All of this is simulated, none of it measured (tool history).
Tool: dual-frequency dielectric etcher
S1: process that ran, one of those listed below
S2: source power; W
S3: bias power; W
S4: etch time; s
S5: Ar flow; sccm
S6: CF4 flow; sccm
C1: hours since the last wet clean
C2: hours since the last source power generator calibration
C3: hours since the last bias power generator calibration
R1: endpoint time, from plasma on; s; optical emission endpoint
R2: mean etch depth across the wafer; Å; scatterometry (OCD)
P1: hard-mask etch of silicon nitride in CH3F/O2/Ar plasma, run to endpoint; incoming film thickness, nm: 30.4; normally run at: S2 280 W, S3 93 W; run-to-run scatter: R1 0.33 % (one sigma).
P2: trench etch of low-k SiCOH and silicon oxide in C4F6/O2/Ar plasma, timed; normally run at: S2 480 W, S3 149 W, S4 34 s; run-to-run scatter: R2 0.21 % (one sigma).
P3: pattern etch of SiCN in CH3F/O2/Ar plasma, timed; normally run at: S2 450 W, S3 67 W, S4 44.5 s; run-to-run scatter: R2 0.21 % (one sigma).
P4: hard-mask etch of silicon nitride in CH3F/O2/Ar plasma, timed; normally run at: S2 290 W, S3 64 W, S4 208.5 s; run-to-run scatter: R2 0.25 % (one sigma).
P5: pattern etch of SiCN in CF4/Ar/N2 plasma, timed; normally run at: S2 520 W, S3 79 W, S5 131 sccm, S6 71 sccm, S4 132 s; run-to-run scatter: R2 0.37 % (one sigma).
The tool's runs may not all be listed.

run,hour,S1,S2,S3,S4,S5,S6,C1,C2,C3,R1,R2
1,11.9,P1,280,93,,,,288,3522.2,312.5,46.419,
2,18.6,P1,280,93,,,,294.7,3528.9,319.2,46.649,
3,29,P4,290,64,125.5,,,305.1,3539.3,329.6,,733.36
4,43.7,P1,330,74,,,,319.8,3554,344.3,47.808,
5,52.3,P3,450,88,44.5,,,328.4,3562.6,352.9,,189.47
6,60.9,P1,280,93,,,,337,3571.2,361.5,46.45,
7,71,P2,480,149,34,,,347.1,3581.3,371.6,,1105.7
8,82,P5,700,79,132,131,71,358.1,3592.3,382.6,,1584.2
9,93.1,P5,520,79,132,131,71,369.2,3603.4,393.7,,1218.3
10,99.7,P5,520,109,132,131,71,375.8,3610,400.3,,1384.1
11,108.8,P4,290,64,208.5,,,384.9,3619.1,409.4,,1214.9
12,123.6,P1,280,120,,,,399.7,3633.9,424.2,42.395,
13,131.5,P4,360,64,208.5,,,407.6,3641.8,432.1,,1322.1
14,139.7,P1,360,93,,,,415.8,3650,440.3,42.48,
15,148.8,P2,480,149,34,,,424.9,3659.1,449.4,,1106.8
16,158.6,P5,520,79,132,131,71,434.7,3668.9,459.2,,1218.1
17,170,P1,180,93,,,,446.1,3680.3,470.6,55.092,
18,178,P5,520,79,132,98,71,454.1,3688.3,478.6,,1282.1
19,187.7,P5,520,79,132,131,56,463.8,3698,488.3,,1170.6
20,199.8,P1,280,93,,,,475.9,3710.1,500.4,46.546,

The next listed run, before its measurement:
21,214.3,P2,480,206,34,,,490.4,3724.6,514.9,,?

Run 21 gave R2 1218.7 Å.
